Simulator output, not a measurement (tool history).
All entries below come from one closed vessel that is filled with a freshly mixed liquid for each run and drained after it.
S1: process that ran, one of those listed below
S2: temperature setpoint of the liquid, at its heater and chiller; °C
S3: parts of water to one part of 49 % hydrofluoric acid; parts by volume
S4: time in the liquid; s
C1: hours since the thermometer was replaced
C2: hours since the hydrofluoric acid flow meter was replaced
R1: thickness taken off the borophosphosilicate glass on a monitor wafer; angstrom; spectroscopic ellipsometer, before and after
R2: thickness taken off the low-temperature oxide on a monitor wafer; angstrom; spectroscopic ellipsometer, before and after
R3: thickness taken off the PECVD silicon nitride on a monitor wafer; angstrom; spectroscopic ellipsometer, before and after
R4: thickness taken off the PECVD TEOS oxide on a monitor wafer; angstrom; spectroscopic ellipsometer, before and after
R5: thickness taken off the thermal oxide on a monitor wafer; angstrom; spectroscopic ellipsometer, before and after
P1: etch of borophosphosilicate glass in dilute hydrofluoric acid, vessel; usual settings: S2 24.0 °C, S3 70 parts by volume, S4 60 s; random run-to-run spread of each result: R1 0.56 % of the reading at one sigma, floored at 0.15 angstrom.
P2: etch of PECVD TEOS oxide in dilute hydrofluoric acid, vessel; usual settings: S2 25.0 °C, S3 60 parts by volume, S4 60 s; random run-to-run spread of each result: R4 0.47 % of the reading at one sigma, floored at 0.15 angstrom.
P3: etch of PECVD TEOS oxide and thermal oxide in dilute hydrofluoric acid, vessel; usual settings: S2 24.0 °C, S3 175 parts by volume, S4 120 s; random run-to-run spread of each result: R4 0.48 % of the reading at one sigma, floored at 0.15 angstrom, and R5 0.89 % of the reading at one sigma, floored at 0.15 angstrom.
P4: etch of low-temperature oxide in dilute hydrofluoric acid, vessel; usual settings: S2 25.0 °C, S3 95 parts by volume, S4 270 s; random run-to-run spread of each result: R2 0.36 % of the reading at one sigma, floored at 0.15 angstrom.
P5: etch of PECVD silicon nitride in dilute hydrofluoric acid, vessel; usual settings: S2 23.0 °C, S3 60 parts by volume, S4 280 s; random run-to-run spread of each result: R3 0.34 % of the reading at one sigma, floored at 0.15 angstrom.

run,day,S1,S2,S3,S4,C1,C2,R1,R2,R3,R4,R5
1,0.646,P1,24.0,70,60,138.2,192.3,569.57,,,,
2,1.312,P4,25.0,95,105,154.2,208.3,,141.30,,,
3,1.838,P4,17.0,95,270,166.8,220.9,,263.36,,,
4,2.538,P5,23.0,60,280,183.6,237.7,,,247.190,,
5,2.879,P2,18.5,60,60,191.8,245.9,,,,239.370,
6,3.225,P1,24.0,70,105,200.1,254.2,996.13,,,,
7,3.842,P1,20.5,70,60,214.9,269.0,494.37,,,,
8,4.246,P1,24.0,70,60,224.6,278.7,566.22,,,,
9,4.958,P2,25.0,60,60,241.7,295.8,,,,315.510,
10,5.283,P1,24.0,30,60,249.5,303.6,1399.30,,,,
11,5.600,P4,25.0,95,270,257.1,311.2,,364.50,,,
12,6.154,P3,24.0,175,30,270.4,324.5,,,,18.387,7.5008
13,6.692,P3,24.0,175,120,283.3,337.4,,,,72.688,29.6500
14,7.267,P5,23.0,60,30,297.1,351.2,,,26.155,,
15,7.575,P1,17.0,70,30,304.5,358.6,211.48,,,,
16,7.942,P1,24.0,70,60,313.3,367.4,560.07,,,,
17,8.400,P2,25.0,30,60,324.3,378.4,,,,657.590,
18,8.879,P5,23.0,60,280,335.8,389.9,,,246.960,,
19,9.438,P1,31.5,70,85,349.2,403.3,1090.70,,,,
20,10.112,P5,23.0,90,280,365.4,419.5,,,166.890,,
21,10.779,P1,24.0,70,60,381.4,435.5,566.31,,,,
22,11.121,P1,24.0,70,60,389.6,443.7,558.45,,,,
23,11.829,P1,24.0,70,30,406.6,460.7,285.91,,,,
24,12.408,P1,24.0,125,60,420.5,474.6,298.41,,,,
25,12.812,P3,24.0,25,120,430.2,484.3,,,,621.080,251.6300
26,13.446,P4,25.0,50,270,445.4,499.5,,731.85,,,
27,13.867,P2,25.0,60,90,455.5,509.6,,,,470.780,
28,14.312,P5,17.5,60,280,466.2,520.3,,,168.890,,
29,14.996,P1,27.5,70,60,482.6,536.7,651.13,,,,
30,15.317,P3,17.0,175,120,490.3,544.4,,,,55.827,21.9720
31,15.683,P1,24.0,70,60,499.1,553.2,573.88,,,,
32,16.029,P1,24.0,70,60,507.4,561.5,584.08,,,,
33,16.554,P1,24.0,70,60,520.0,574.1,605.29,,,,
34,17.162,P1,24.0,70,60,534.6,588.7,615.77,,,,
35,17.783,P1,24.0,70,60,549.5,603.6,620.27,,,,
36,18.421,P1,24.0,70,60,564.8,618.9,626.94,,,,
37,19.033,P1,24.0,70,60,579.5,633.6,625.47,,,,

P1 has crept away from where it was. The log is fitted equally well by each of these 2 causes, at the sizes shown:
A: hydrofluoric acid flow above the setpoint (%) = 9.44
B: liquid hotter than its thermometer reads (K) = 2.45
The creep began at about day 15.683.

Question marks stand in for the results of the 4 check runs listed below, each run on one wafer. Under which run would the listed causes show clearly different results?
check 1,19.646,P3,17.0,90,120,,,,,,?,?
check 2,19.646,P2,25.0,40,60,,,,,,?,
check 3,19.646,P4,19.5,95,105,,,,?,,,
check 4,19.646,P5,18.0,60,100,,,,,?,,

What every check run would give for each of its results, assuming each possible cause in turn:
check,result,if A,if B
check 1,R4,130.140,130.720
check 1,R5,52.5020,52.7370
check 2,R4,531.660,534.320
check 3,R2,125.71,125.84
check 4,R3,68.138,74.025
Per check, the gap between the least separated pair of causes, taken in the result that splits them most: check 1 0.45 %; check 2 0.5 %; check 3 0.1 %; check 4 8.29 %
Of the check runs offered, only check 4 discriminates between the causes; the rest would read about the same regardless of which cause applies.

Running check 4 produced the following: R3 68.228 angstrom. Which one of the listed causes fits?

Of the candidate causes, it is A: hydrofluoric acid flow above the setpoint (%).
